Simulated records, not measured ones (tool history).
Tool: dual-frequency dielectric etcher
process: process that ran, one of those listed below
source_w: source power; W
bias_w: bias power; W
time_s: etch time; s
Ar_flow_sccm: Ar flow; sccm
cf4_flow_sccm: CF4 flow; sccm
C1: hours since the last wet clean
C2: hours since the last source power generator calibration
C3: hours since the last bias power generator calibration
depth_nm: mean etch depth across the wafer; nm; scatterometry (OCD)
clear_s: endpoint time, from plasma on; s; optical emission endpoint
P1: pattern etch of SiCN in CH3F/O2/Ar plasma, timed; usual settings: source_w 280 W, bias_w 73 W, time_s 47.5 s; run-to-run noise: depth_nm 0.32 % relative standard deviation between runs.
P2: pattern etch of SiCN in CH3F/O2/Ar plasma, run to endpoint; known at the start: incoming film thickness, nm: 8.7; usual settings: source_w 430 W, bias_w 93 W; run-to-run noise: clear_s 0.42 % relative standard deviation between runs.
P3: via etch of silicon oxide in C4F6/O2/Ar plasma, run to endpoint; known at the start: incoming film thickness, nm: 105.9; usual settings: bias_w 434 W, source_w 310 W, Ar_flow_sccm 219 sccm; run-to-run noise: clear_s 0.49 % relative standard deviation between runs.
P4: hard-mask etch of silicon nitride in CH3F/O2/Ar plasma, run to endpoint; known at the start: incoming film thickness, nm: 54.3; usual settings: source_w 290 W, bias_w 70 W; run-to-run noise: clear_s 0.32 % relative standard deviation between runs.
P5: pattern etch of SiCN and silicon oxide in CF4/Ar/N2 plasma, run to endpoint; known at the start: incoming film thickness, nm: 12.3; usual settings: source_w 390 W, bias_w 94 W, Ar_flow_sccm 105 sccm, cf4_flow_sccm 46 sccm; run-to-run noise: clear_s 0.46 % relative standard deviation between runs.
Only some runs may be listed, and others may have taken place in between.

run 1 hour=7.3 | process=P1 source_w=280 bias_w=73 time_s=47.5 | C1=288.3 C2=2641.1 C3=739.7 | depth_nm=15.852
run 2 hour=16.1 | process=P5 source_w=550 bias_w=94 Ar_flow_sccm=105 cf4_flow_sccm=46 | C1=297.1 C2=2649.9 C3=748.5 | clear_s=11.877
run 3 hour=22.6 | process=P4 source_w=290 bias_w=70 | C1=303.6 C2=2656.4 C3=755 | clear_s=87.573
run 4 hour=30.9 | process=P2 source_w=430 bias_w=93 | C1=311.9 C2=2664.7 C3=763.3 | clear_s=20.4
run 5 hour=36.3 | process=P1 source_w=280 bias_w=45 time_s=47.5 | C1=317.3 C2=2670.1 C3=768.7 | depth_nm=13.328
run 6 hour=44.4 | process=P3 source_w=310 bias_w=434 Ar_flow_sccm=145 | C1=325.4 C2=2678.2 C3=776.8 | clear_s=24.962
run 7 hour=48.8 | process=P5 source_w=390 bias_w=94 Ar_flow_sccm=76 cf4_flow_sccm=46 | C1=329.8 C2=2682.6 C3=781.2 | clear_s=15.442
run 8 hour=54.5 | process=P1 source_w=350 bias_w=73 time_s=67 | C1=335.5 C2=2688.3 C3=786.9 | depth_nm=24.061
run 9 hour=61.8 | process=P1 source_w=280 bias_w=73 time_s=47.5 | C1=342.8 C2=2695.6 C3=794.2 | depth_nm=15.836
run 10 hour=69.8 | process=P5 source_w=390 bias_w=94 Ar_flow_sccm=105 cf4_flow_sccm=46 | C1=350.8 C2=2703.6 C3=802.2 | clear_s=16.159
run 11 hour=77.6 | process=P1 source_w=220 bias_w=73 time_s=47.5 | C1=358.6 C2=2711.4 C3=810 | depth_nm=14.438
run 12 hour=82.6 | process=P1 source_w=280 bias_w=73 time_s=32.5 | C1=363.6 C2=2716.4 C3=815 | depth_nm=10.819
run 13 hour=88.6 | process=P4 source_w=380 bias_w=70 | C1=369.6 C2=2722.4 C3=821 | clear_s=79.235
run 14 hour=95.6 | process=P3 source_w=180 bias_w=434 Ar_flow_sccm=219 | C1=376.6 C2=2729.4 C3=828 | clear_s=32.034
run 15 hour=100.6 | process=P1 source_w=280 bias_w=73 time_s=47.5 | C1=381.6 C2=2734.4 C3=833 | depth_nm=15.812
run 16 hour=106.2 | process=P1 source_w=280 bias_w=73 time_s=68 | C1=387.2 C2=2740 C3=838.6 | depth_nm=22.558
run 17 hour=114.2 | process=P2 source_w=430 bias_w=93 | C1=395.2 C2=2748 C3=846.6 | clear_s=20.569
run 18 hour=123.6 | process=P5 source_w=390 bias_w=94 Ar_flow_sccm=105 cf4_flow_sccm=64 | C1=404.6 C2=2757.4 C3=856 | clear_s=15.352
run 19 hour=132.5 | process=P1 source_w=280 bias_w=53 time_s=26.5 | C1=413.5 C2=2766.3 C3=864.9 | depth_nm=7.8821
run 20 hour=142.2 | process=P1 source_w=340 bias_w=73 time_s=47.5 | C1=423.2 C2=2776 C3=874.6 | depth_nm=17.014
run 21 hour=150.5 | process=P5 source_w=390 bias_w=74 Ar_flow_sccm=105 cf4_flow_sccm=46 | C1=431.5 C2=2784.3 C3=882.9 | clear_s=17.585
run 22 hour=160 | process=P1 source_w=280 bias_w=73 time_s=47.5 | C1=441 C2=2793.8 C3=892.4 | depth_nm=15.801
run 23 hour=169.7 | process=P1 source_w=280 bias_w=73 time_s=47.5 | C1=450.7 C2=2803.5 C3=902.1 | depth_nm=15.766
run 24 hour=175.2 | process=P1 source_w=280 bias_w=90 time_s=47.5 | C1=456.2 C2=2809 C3=907.6 | depth_nm=16.977
run 25 hour=183.5 | process=P4 source_w=290 bias_w=52 | C1=464.5 C2=2817.3 C3=915.9 | clear_s=96.649
run 26 hour=190.8 | process=P3 source_w=310 bias_w=434 Ar_flow_sccm=219 | C1=471.8 C2=2824.6 C3=923.2 | clear_s=25.993
run 27 hour=198.3 | process=P3 source_w=310 bias_w=434 Ar_flow_sccm=219 | C1=479.3 C2=2832.1 C3=930.7 | clear_s=26.173
run 28 hour=207.8 | process=P2 source_w=430 bias_w=62 | C1=488.8 C2=2841.6 C3=940.2 | clear_s=23.527
run 29 hour=214.6 | process=P2 source_w=250 bias_w=93 | C1=495.6 C2=2848.4 C3=947 | clear_s=24.856
run 30 hour=221.8 | process=P3 source_w=310 bias_w=542 Ar_flow_sccm=219 | C1=502.8 C2=2855.6 C3=954.2 | clear_s=23.748

Run 31, settings as shown, results not yet in. Your forecast:
run 31 hour=231.3 | process=P1 source_w=280 bias_w=73 time_s=47.5 | C1=512.3 C2=2865.1 C3=963.7 | depth_nm=?

{"run 31": {"depth_nm": 15.784}}

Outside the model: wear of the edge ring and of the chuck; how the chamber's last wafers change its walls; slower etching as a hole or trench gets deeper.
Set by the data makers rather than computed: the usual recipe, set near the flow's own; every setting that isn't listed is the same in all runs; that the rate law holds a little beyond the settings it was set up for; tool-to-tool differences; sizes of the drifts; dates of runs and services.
